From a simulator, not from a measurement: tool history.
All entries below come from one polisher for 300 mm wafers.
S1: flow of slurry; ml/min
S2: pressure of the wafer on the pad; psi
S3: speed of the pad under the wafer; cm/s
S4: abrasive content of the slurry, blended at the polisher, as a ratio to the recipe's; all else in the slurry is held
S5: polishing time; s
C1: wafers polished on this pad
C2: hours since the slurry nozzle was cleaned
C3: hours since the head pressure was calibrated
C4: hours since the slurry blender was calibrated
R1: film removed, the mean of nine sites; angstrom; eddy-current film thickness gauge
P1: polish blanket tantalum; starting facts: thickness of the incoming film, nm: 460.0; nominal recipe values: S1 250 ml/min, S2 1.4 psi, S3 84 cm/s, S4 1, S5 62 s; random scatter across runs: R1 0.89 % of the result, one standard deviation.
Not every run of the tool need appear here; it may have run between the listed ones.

| run | day | S1 | S2 | S3 | S4 | S5 | C1 | C2 | C3 | C4 | R1 |
|---|---|---|---|---|---|---|---|---|---|---|---|
| 1 | 0.642 | 250 | 1.4 | 84 | 1 | 62 | 378 | 521.1 | 556.7 | 154.7 | 588.4 |
| 2 | 1.125 | 250 | 0.9 | 84 | 1 | 62 | 513 | 532.7 | 568.3 | 166.3 | 384.37 |
| 3 | 1.558 | 250 | 1.4 | 84 | 1 | 62 | 634 | 543.1 | 578.7 | 176.7 | 585.18 |
| 4 | 2.304 | 250 | 1.4 | 54 | 1 | 62 | 842 | 561 | 596.6 | 194.6 | 375.82 |
| 5 | 2.958 | 160 | 1.4 | 84 | 1 | 62 | 1025 | 576.7 | 612.3 | 210.3 | 559.31 |
| 6 | 3.629 | 250 | 1.4 | 84 | 1.35 | 62 | 1212 | 592.8 | 628.4 | 226.4 | 645.1 |
| 7 | 4.046 | 250 | 1.4 | 84 | 1 | 28 | 1328 | 602.8 | 638.4 | 236.4 | 260.91 |
| 8 | 4.592 | 395 | 1.4 | 84 | 1 | 62 | 1480 | 615.9 | 651.5 | 249.5 | 606.65 |
| 9 | 5.004 | 250 | 1.4 | 84 | 1 | 90 | 1596 | 625.8 | 661.4 | 259.4 | 858.64 |
| 10 | 5.629 | 250 | 1.4 | 84 | 1 | 62 | 1770 | 640.8 | 676.4 | 274.4 | 577.67 |
| 11 | 6.217 | 250 | 1.8 | 106 | 1 | 62 | 1934 | 654.9 | 690.5 | 288.5 | 965.04 |
| 12 | 6.8 | 250 | 1.4 | 124 | 1 | 62 | 2097 | 668.9 | 704.5 | 302.5 | 885.2 |
| 13 | 7.254 | 250 | 2.1 | 84 | 1 | 62 | 2224 | 679.8 | 715.4 | 313.4 | 884.62 |
| 14 | 7.642 | 250 | 1.4 | 84 | 1 | 62 | 2332 | 689.1 | 724.7 | 322.7 | 591.93 |
| 15 | 8.067 | 250 | 1.4 | 84 | 1 | 62 | 2450 | 699.3 | 734.9 | 332.9 | 580.67 |

Run 16 is up next; what results do you expect?
| 16 | 8.729 | 250 | 1.4 | 84 | 0.55 | 62 | 2635 | 715.2 | 750.8 | 348.8 | ? |

Run 16 came out at R1 476.46 angstrom.
